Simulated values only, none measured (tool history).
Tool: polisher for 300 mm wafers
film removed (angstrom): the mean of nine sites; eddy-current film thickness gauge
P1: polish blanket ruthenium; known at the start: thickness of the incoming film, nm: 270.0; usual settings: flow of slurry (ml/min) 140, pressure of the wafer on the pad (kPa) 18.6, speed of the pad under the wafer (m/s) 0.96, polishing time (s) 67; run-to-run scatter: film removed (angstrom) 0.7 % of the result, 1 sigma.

| run | hour | flow of slurry (ml/min) | pressure of the wafer on the pad (kPa) | speed of the pad under the wafer (m/s) | polishing time (s) | film removed (angstrom) |
|---|---|---|---|---|---|---|
| 1 | 6.5 | 140 | 18.6 | 0.96 | 67 | 943.12 |
| 2 | 17 | 140 | 13.1 | 0.96 | 67 | 670.9 |
| 3 | 25 | 215 | 18.6 | 0.96 | 67 | 1014.3 |
| 4 | 36.2 | 140 | 18.6 | 0.56 | 67 | 551.52 |
| 5 | 47.8 | 85 | 18.6 | 0.96 | 67 | 843.41 |
| 6 | 53.1 | 140 | 18.6 | 0.96 | 87 | 1235.4 |
| 7 | 62.4 | 140 | 18.6 | 0.96 | 40 | 559.23 |
| 8 | 73.2 | 140 | 18.6 | 0.96 | 67 | 956.11 |
| 9 | 84.2 | 140 | 18.6 | 1.34 | 67 | 1306.5 |
| 10 | 94 | 205 | 14.5 | 0.96 | 67 | 769.28 |
| 11 | 101.8 | 140 | 26.2 | 0.96 | 67 | 1327.4 |
| 12 | 111.9 | 140 | 18.6 | 0.96 | 67 | 947.75 |
| 13 | 120.4 | 140 | 18.6 | 0.96 | 67 | 943.38 |
| 14 | 128.4 | 95 | 18.6 | 0.96 | 97 | 1263.9 |
| 15 | 134.1 | 140 | 18.6 | 0.96 | 67 | 941.49 |
| 16 | 143.3 | 140 | 18.6 | 0.96 | 67 | 917.94 |
| 17 | 149.2 | 140 | 18.6 | 0.96 | 67 | 891.1 |
| 18 | 158.9 | 140 | 18.6 | 0.96 | 67 | 881.85 |
|  | 163.8 | worn pad replaced by a new one |
| 19 | 164.7 | 140 | 18.6 | 0.96 | 67 | 880.57 |
| 20 | 170.6 | 140 | 18.6 | 0.96 | 67 | 875.84 |
| 21 | 178.8 | 140 | 18.6 | 0.96 | 67 | 871.34 |
| 22 | 188.8 | 140 | 18.6 | 0.96 | 67 | 865.6 |

What P1 gives has crept away from where it was. These 2 causes fit the log equally well, each at the size given:
A: head's pressure below its setpoint, % = 8.24
B: slurry flow missing at the pad, % = 32.3
The creep began at about hour 134.1.
Why every other cause is out:
removal rate lost through wear of the pad, %: serviced at hour 163.8, which brought nothing back

4 check runs are offered, each on 5 wafers whose results are averaged, their results left as question marks. Which one tells the causes apart?
| check 1 | 198.8 | 215 | 18.6 | 1.28 | 67 | ? |
| check 2 | 198.8 | 140 | 24.8 | 1.16 | 67 | ? |
| check 3 | 198.8 | 140 | 24.1 | 0.96 | 67 | ? |
| check 4 | 198.8 | 140 | 18.6 | 1.34 | 67 | ? |

What each check would give under each cause:
| check | result | if A | if B |
|---|---|---|---|
| check 1 | film removed (angstrom) | 1234.5 | 1269.6 |
| check 2 | film removed (angstrom) | 1397.9 | 1398 |
| check 3 | film removed (angstrom) | 1124.7 | 1124.8 |
| check 4 | film removed (angstrom) | 1211.1 | 1211.2 |
How far apart the two closest causes lie, in the result that separates them most: check 1 2.8 %; check 2 0.01 %; check 3 0.01 %; check 4 0.01 %
Check 1 tells the causes apart: in the others they would give nearly the same result.

Then check 1 was run and gave: film removed (angstrom) 1278.9. Which cause is it?

It is B: slurry flow missing at the pad, %.
